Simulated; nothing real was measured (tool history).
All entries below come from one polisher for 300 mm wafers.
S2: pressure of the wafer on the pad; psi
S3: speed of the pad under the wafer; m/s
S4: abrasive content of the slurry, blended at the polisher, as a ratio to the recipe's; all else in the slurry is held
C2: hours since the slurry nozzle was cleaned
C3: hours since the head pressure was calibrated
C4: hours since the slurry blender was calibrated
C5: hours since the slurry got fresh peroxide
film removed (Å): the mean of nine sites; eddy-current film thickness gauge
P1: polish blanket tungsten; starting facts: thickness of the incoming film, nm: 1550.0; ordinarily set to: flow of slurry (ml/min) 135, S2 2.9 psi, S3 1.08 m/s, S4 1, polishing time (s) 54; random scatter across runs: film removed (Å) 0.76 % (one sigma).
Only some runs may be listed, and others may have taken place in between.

{"run": 1, "hour": 12.8, "flow of slurry (ml/min)": 135, "S2": 2.9, "S3": 1.08, "S4": 1, "polishing time (s)": 54, "wafers polished on this pad": 644, "C2": 458, "C3": 207, "C4": 307.1, "C5": 36.3, "film removed (Å)": 1979.7}
{"run": 2, "hour": 23.6, "flow of slurry (ml/min)": 135, "S2": 2.9, "S3": 1.08, "S4": 1, "polishing time (s)": 54, "wafers polished on this pad": 767, "C2": 468.8, "C3": 217.8, "C4": 317.9, "C5": 47.1, "film removed (Å)": 1984.7}
{"run": 3, "hour": 29.7, "flow of slurry (ml/min)": 135, "S2": 2.9, "S3": 1.08, "S4": 1, "polishing time (s)": 54, "wafers polished on this pad": 837, "C2": 474.9, "C3": 223.9, "C4": 324, "C5": 53.2, "film removed (Å)": 2014.3}
{"run": 4, "hour": 42.9, "flow of slurry (ml/min)": 135, "S2": 2.9, "S3": 1.08, "S4": 1, "polishing time (s)": 70, "wafers polished on this pad": 987, "C2": 488.1, "C3": 237.1, "C4": 337.2, "C5": 66.4, "film removed (Å)": 2592.4}
{"run": 5, "hour": 49.4, "flow of slurry (ml/min)": 135, "S2": 2.9, "S3": 1.62, "S4": 1, "polishing time (s)": 54, "wafers polished on this pad": 1061, "C2": 494.6, "C3": 243.6, "C4": 343.7, "C5": 72.9, "film removed (Å)": 3006}
{"run": 6, "hour": 55.1, "flow of slurry (ml/min)": 135, "S2": 2.9, "S3": 1.08, "S4": 1, "polishing time (s)": 54, "wafers polished on this pad": 1125, "C2": 500.3, "C3": 249.3, "C4": 349.4, "C5": 78.6, "film removed (Å)": 2015.2}
{"run": 7, "hour": 61.5, "flow of slurry (ml/min)": 95, "S2": 2.9, "S3": 0.66, "S4": 1, "polishing time (s)": 54, "wafers polished on this pad": 1198, "C2": 506.7, "C3": 255.7, "C4": 355.8, "C5": 85, "film removed (Å)": 1133.8}
{"run": 8, "hour": 70.8, "flow of slurry (ml/min)": 135, "S2": 3.9, "S3": 1.08, "S4": 1, "polishing time (s)": 54, "wafers polished on this pad": 1304, "C2": 516, "C3": 265, "C4": 365.1, "C5": 94.3, "film removed (Å)": 2673}
{"run": 9, "hour": 82.5, "flow of slurry (ml/min)": 135, "S2": 2.9, "S3": 1.08, "S4": 0.55, "polishing time (s)": 54, "wafers polished on this pad": 1437, "C2": 527.7, "C3": 276.7, "C4": 376.8, "C5": 106, "film removed (Å)": 1752}
{"run": 10, "hour": 89.4, "flow of slurry (ml/min)": 135, "S2": 1.4, "S3": 1.08, "S4": 1, "polishing time (s)": 54, "wafers polished on this pad": 1516, "C2": 534.6, "C3": 283.6, "C4": 383.7, "C5": 112.9, "film removed (Å)": 969.05}
{"hour": 99.7, "done": "slurry nozzle cleaned"}
{"run": 11, "hour": 101.4, "flow of slurry (ml/min)": 185, "S2": 2.9, "S3": 1.08, "S4": 1.45, "polishing time (s)": 54, "wafers polished on this pad": 1652, "C2": 1.8, "C3": 295.6, "C4": 395.7, "C5": 124.9, "film removed (Å)": 2305.9}
{"run": 12, "hour": 111.9, "flow of slurry (ml/min)": 80, "S2": 2.9, "S3": 1.08, "S4": 1, "polishing time (s)": 54, "wafers polished on this pad": 1771, "C2": 12.3, "C3": 306.1, "C4": 406.2, "C5": 135.4, "film removed (Å)": 1770.4}
{"run": 13, "hour": 125.1, "flow of slurry (ml/min)": 135, "S2": 2.9, "S3": 1.08, "S4": 1, "polishing time (s)": 54, "wafers polished on this pad": 1921, "C2": 25.5, "C3": 319.3, "C4": 419.4, "C5": 148.6, "film removed (Å)": 1994}
{"run": 14, "hour": 134.6, "flow of slurry (ml/min)": 135, "S2": 2.9, "S3": 0.56, "S4": 1, "polishing time (s)": 54, "wafers polished on this pad": 2030, "C2": 35, "C3": 328.8, "C4": 428.9, "C5": 158.1, "film removed (Å)": 1028.4}
{"run": 15, "hour": 141.7, "flow of slurry (ml/min)": 135, "S2": 2.9, "S3": 1.08, "S4": 1, "polishing time (s)": 29, "wafers polished on this pad": 2110, "C2": 42.1, "C3": 335.9, "C4": 436, "C5": 165.2, "film removed (Å)": 1075.9}
{"run": 16, "hour": 151.7, "flow of slurry (ml/min)": 180, "S2": 2.9, "S3": 1.08, "S4": 1, "polishing time (s)": 54, "wafers polished on this pad": 2224, "C2": 52.1, "C3": 345.9, "C4": 446, "C5": 175.2, "film removed (Å)": 2084}
{"run": 17, "hour": 162.5, "flow of slurry (ml/min)": 135, "S2": 2.9, "S3": 1.08, "S4": 1.35, "polishing time (s)": 54, "wafers polished on this pad": 2347, "C2": 62.9, "C3": 356.7, "C4": 456.8, "C5": 186, "film removed (Å)": 2125.2}
{"run": 18, "hour": 175.0, "flow of slurry (ml/min)": 135, "S2": 2.9, "S3": 1.58, "S4": 1, "polishing time (s)": 71, "wafers polished on this pad": 2489, "C2": 75.4, "C3": 369.2, "C4": 469.3, "C5": 198.5, "film removed (Å)": 3873.3}
{"run": 19, "hour": 185.8, "flow of slurry (ml/min)": 135, "S2": 2.9, "S3": 1.08, "S4": 1, "polishing time (s)": 54, "wafers polished on this pad": 2612, "C2": 86.2, "C3": 380, "C4": 480.1, "C5": 209.3, "film removed (Å)": 2015.9}
{"run": 20, "hour": 197.0, "flow of slurry (ml/min)": 135, "S2": 2.9, "S3": 1.08, "S4": 1, "polishing time (s)": 54, "wafers polished on this pad": 2739, "C2": 97.4, "C3": 391.2, "C4": 491.3, "C5": 220.5, "film removed (Å)": 1927.4}
{"run": 21, "hour": 203.9, "flow of slurry (ml/min)": 135, "S2": 2.9, "S3": 1.08, "S4": 1, "polishing time (s)": 54, "wafers polished on this pad": 2818, "C2": 104.3, "C3": 398.1, "C4": 498.2, "C5": 227.4, "film removed (Å)": 1905.5}
{"hour": 212.2, "done": "head pressure recalibrated"}
{"run": 22, "hour": 216.1, "flow of slurry (ml/min)": 135, "S2": 2.9, "S3": 1.08, "S4": 1, "polishing time (s)": 54, "wafers polished on this pad": 2956, "C2": 116.5, "C3": 4, "C4": 510.4, "C5": 239.6, "film removed (Å)": 1853.1}
{"hour": 217.7, "done": "slurry blender recalibrated"}
{"hour": 225.0, "done": "worn pad replaced by a new one"}
{"run": 23, "hour": 227.3, "flow of slurry (ml/min)": 135, "S2": 2.9, "S3": 1.08, "S4": 1, "polishing time (s)": 54, "wafers polished on this pad": 26, "C2": 127.7, "C3": 15.2, "C4": 9.7, "C5": 250.8, "film removed (Å)": 1867.2}
{"run": 24, "hour": 238.1, "flow of slurry (ml/min)": 135, "S2": 2.9, "S3": 1.08, "S4": 1, "polishing time (s)": 54, "wafers polished on this pad": 149, "C2": 138.5, "C3": 26, "C4": 20.5, "C5": 261.6, "film removed (Å)": 1858.4}
{"run": 25, "hour": 248.9, "flow of slurry (ml/min)": 135, "S2": 2.9, "S3": 1.08, "S4": 1, "polishing time (s)": 54, "wafers polished on this pad": 272, "C2": 149.3, "C3": 36.8, "C4": 31.3, "C5": 272.4, "film removed (Å)": 1826.1}

The log shows P1 creeping away from where it was. Any of the 2 causes listed here, at the size stated for it, fits the log just as well as the others:
A: peroxide lost from the slurry, % = 19.1
B: slurry flow missing at the pad, % = 30.8
The onset of the drift is placed at about hour 185.8.
Ruled out, with reasons:
removal rate lost through wear of the pad, %: maintenance at hour 225, after the shift began, did not return the process to its former output
head's pressure below its setpoint, %: maintenance at hour 212.2, after the shift began, did not return the process to its former output
abrasive missing from the slurry, %: maintenance at hour 217.7, after the shift began, did not return the process to its former output

The 4 check runs listed below each average the results of 2 wafers, and their outcomes are marked with question marks. Under which run would the listed causes produce clearly different results?
{"run": "check 1", "hour": 259.7, "flow of slurry (ml/min)": 135, "S2": 1.5, "S3": 1.08, "S4": 0.6, "polishing time (s)": 54, "film removed (Å)": "?"}
{"run": "check 2", "hour": 259.7, "flow of slurry (ml/min)": 135, "S2": 3.8, "S3": 1.08, "S4": 1, "polishing time (s)": 54, "film removed (Å)": "?"}
{"run": "check 3", "hour": 259.7, "flow of slurry (ml/min)": 135, "S2": 2.9, "S3": 0.6, "S4": 0.6, "polishing time (s)": 54, "film removed (Å)": "?"}
{"run": "check 4", "hour": 259.7, "flow of slurry (ml/min)": 85, "S2": 2.9, "S3": 1.08, "S4": 1, "polishing time (s)": 31, "film removed (Å)": "?"}

What every check run would give for each of its results, assuming each possible cause in turn:
check=check_1 result=film_removed_(Å) if_A=845.81 if_B=845.84
check=check_2 result=film_removed_(Å) if_A=2410.5 if_B=2410.6
check=check_3 result=film_removed_(Å) if_A=908.46 if_B=908.5
check=check_4 result=film_removed_(Å) if_A=947.69 if_B=910.05
Per-check spread between the two closest causes, in the result where they differ most: check 1 0 %; check 2 0 %; check 3 0 %; check 4 4.05 %
Check 4 is the one run that separates the causes; every other check would come out nearly the same whichever cause is at work.

After running check 4, the following was obtained: film removed (Å) 941.96. Which cause does this point to?

The correct cause is A, namely: peroxide lost from the slurry, %.
